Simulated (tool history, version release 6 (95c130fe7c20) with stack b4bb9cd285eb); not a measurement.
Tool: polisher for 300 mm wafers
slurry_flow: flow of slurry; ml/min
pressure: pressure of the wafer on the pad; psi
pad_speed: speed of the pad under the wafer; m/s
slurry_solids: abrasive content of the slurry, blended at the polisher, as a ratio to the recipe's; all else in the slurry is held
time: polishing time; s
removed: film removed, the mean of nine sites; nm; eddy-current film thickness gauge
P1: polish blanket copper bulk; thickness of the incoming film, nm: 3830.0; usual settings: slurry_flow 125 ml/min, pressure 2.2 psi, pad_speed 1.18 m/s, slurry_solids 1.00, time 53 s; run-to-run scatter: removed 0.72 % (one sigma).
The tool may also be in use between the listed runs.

{"run": 1, "hour": 12.9, "slurry_flow": 125, "pressure": 2.2, "pad_speed": 1.18, "slurry_solids": 1.0, "time": 53, "removed": 381.74}
{"run": 2, "hour": 26.6, "slurry_flow": 125, "pressure": 2.2, "pad_speed": 1.18, "slurry_solids": 1.0, "time": 53, "removed": 381.46}
{"run": 3, "hour": 37.7, "slurry_flow": 125, "pressure": 2.2, "pad_speed": 1.18, "slurry_solids": 1.0, "time": 53, "removed": 385.93}
{"run": 4, "hour": 50.5, "slurry_flow": 90, "pressure": 2.2, "pad_speed": 1.18, "slurry_solids": 1.0, "time": 32, "removed": 212.85}
{"run": 5, "hour": 58.4, "slurry_flow": 75, "pressure": 2.2, "pad_speed": 1.18, "slurry_solids": 1.0, "time": 53, "removed": 334.0}
{"run": 6, "hour": 68.6, "slurry_flow": 125, "pressure": 2.2, "pad_speed": 0.8, "slurry_solids": 1.3, "time": 53, "removed": 274.59}
{"run": 7, "hour": 83.9, "slurry_flow": 125, "pressure": 2.2, "pad_speed": 1.18, "slurry_solids": 0.5, "time": 53, "removed": 331.08}
{"run": 8, "hour": 97.0, "slurry_flow": 125, "pressure": 2.2, "pad_speed": 1.18, "slurry_solids": 1.0, "time": 53, "removed": 384.18}
{"run": 9, "hour": 110.2, "slurry_flow": 125, "pressure": 2.2, "pad_speed": 1.18, "slurry_solids": 1.0, "time": 24, "removed": 173.08}
{"run": 10, "hour": 125.3, "slurry_flow": 125, "pressure": 2.2, "pad_speed": 1.18, "slurry_solids": 1.0, "time": 84, "removed": 608.46}
{"run": 11, "hour": 137.5, "slurry_flow": 125, "pressure": 1.2, "pad_speed": 1.18, "slurry_solids": 1.0, "time": 53, "removed": 209.53}
{"run": 12, "hour": 148.3, "slurry_flow": 125, "pressure": 2.2, "pad_speed": 1.18, "slurry_solids": 1.0, "time": 53, "removed": 388.81}
{"run": 13, "hour": 157.3, "slurry_flow": 125, "pressure": 2.2, "pad_speed": 1.18, "slurry_solids": 1.3, "time": 82, "removed": 630.66}
{"run": 14, "hour": 166.0, "slurry_flow": 125, "pressure": 2.2, "pad_speed": 1.18, "slurry_solids": 1.35, "time": 53, "removed": 408.61}
{"run": 15, "hour": 175.3, "slurry_flow": 125, "pressure": 2.2, "pad_speed": 0.62, "slurry_solids": 1.0, "time": 53, "removed": 202.3}
{"run": 16, "hour": 186.5, "slurry_flow": 125, "pressure": 3.1, "pad_speed": 1.18, "slurry_solids": 1.0, "time": 53, "removed": 544.32}
{"run": 17, "hour": 201.7, "slurry_flow": 125, "pressure": 2.2, "pad_speed": 1.18, "slurry_solids": 1.0, "time": 53, "removed": 377.45}
{"run": 18, "hour": 211.5, "slurry_flow": 125, "pressure": 2.2, "pad_speed": 1.78, "slurry_solids": 1.0, "time": 53, "removed": 579.85}
{"run": 19, "hour": 219.3, "slurry_flow": 175, "pressure": 2.2, "pad_speed": 1.18, "slurry_solids": 1.0, "time": 53, "removed": 405.18}
{"run": 20, "hour": 233.3, "slurry_flow": 125, "pressure": 2.2, "pad_speed": 1.18, "slurry_solids": 1.0, "time": 53, "removed": 384.82}
{"run": 21, "hour": 243.9, "slurry_flow": 125, "pressure": 2.2, "pad_speed": 1.18, "slurry_solids": 1.0, "time": 53, "removed": 379.99}
{"run": 22, "hour": 257.0, "slurry_flow": 125, "pressure": 2.2, "pad_speed": 1.18, "slurry_solids": 1.0, "time": 53, "removed": 365.13}
{"run": 23, "hour": 271.0, "slurry_flow": 125, "pressure": 2.2, "pad_speed": 1.18, "slurry_solids": 1.0, "time": 53, "removed": 359.01}
{"run": 24, "hour": 284.9, "slurry_flow": 125, "pressure": 2.2, "pad_speed": 1.18, "slurry_solids": 1.0, "time": 53, "removed": 363.92}
{"hour": 287.9, "done": "worn pad replaced by a new one"}
{"run": 25, "hour": 298.9, "slurry_flow": 125, "pressure": 2.2, "pad_speed": 1.18, "slurry_solids": 1.0, "time": 53, "removed": 358.24}
{"hour": 304.1, "done": "slurry blender recalibrated"}
{"run": 26, "hour": 309.1, "slurry_flow": 125, "pressure": 2.2, "pad_speed": 1.18, "slurry_solids": 1.0, "time": 53, "removed": 356.53}
{"run": 27, "hour": 318.6, "slurry_flow": 125, "pressure": 2.2, "pad_speed": 1.18, "slurry_solids": 1.0, "time": 53, "removed": 358.13}
{"run": 28, "hour": 327.5, "slurry_flow": 125, "pressure": 2.2, "pad_speed": 1.18, "slurry_solids": 1.0, "time": 53, "removed": 355.81}
{"run": 29, "hour": 341.0, "slurry_flow": 125, "pressure": 2.2, "pad_speed": 1.18, "slurry_solids": 1.0, "time": 53, "removed": 356.38}
{"run": 30, "hour": 347.8, "slurry_flow": 125, "pressure": 2.2, "pad_speed": 1.18, "slurry_solids": 1.0, "time": 53, "removed": 354.87}
{"run": 31, "hour": 362.6, "slurry_flow": 125, "pressure": 2.2, "pad_speed": 1.18, "slurry_solids": 1.0, "time": 53, "removed": 356.75}

What P1 gives has crept away from where it was. These 2 causes fit the log equally well, each at the size given:
A: head's pressure below its setpoint, % = 7.26
B: slurry flow missing at the pad, % = 27.3
The creep began at about hour 233.3.
Why every other cause is out:
removal rate lost through wear of the pad, %: serviced at hour 287.9, which brought nothing back
abrasive missing from the slurry, %: serviced at hour 304.1, which brought nothing back

4 check runs are offered, each on 2 wafers whose results are averaged, their results left as question marks. Which one tells the causes apart?
{"run": "check 1", "hour": 377.4, "slurry_flow": 125, "pressure": 3.1, "pad_speed": 1.18, "slurry_solids": 1.0, "time": 32, "removed": "?"}
{"run": "check 2", "hour": 377.4, "slurry_flow": 125, "pressure": 2.9, "pad_speed": 1.18, "slurry_solids": 1.25, "time": 53, "removed": "?"}
{"run": "check 3", "hour": 377.4, "slurry_flow": 125, "pressure": 2.2, "pad_speed": 1.18, "slurry_solids": 0.7, "time": 53, "removed": "?"}
{"run": "check 4", "hour": 377.4, "slurry_flow": 75, "pressure": 2.2, "pad_speed": 0.92, "slurry_solids": 1.0, "time": 53, "removed": "?"}

What each check would give under each cause:
check=check_1 result=removed if_A=302.49 if_B=302.50
check=check_2 result=removed if_A=491.94 if_B=491.95
check=check_3 result=removed if_A=329.93 if_B=329.93
check=check_4 result=removed if_A=242.93 if_B=233.11
How far apart the two closest causes lie, in the result that separates them most: check 1 0 %; check 2 0 %; check 3 0 %; check 4 4.13 %
Check 4 tells the causes apart: in the others they would give nearly the same result.

Check 4 was then run and gave: removed 233.63 nm. Which cause is it?

It is B: slurry flow missing at the pad, %.
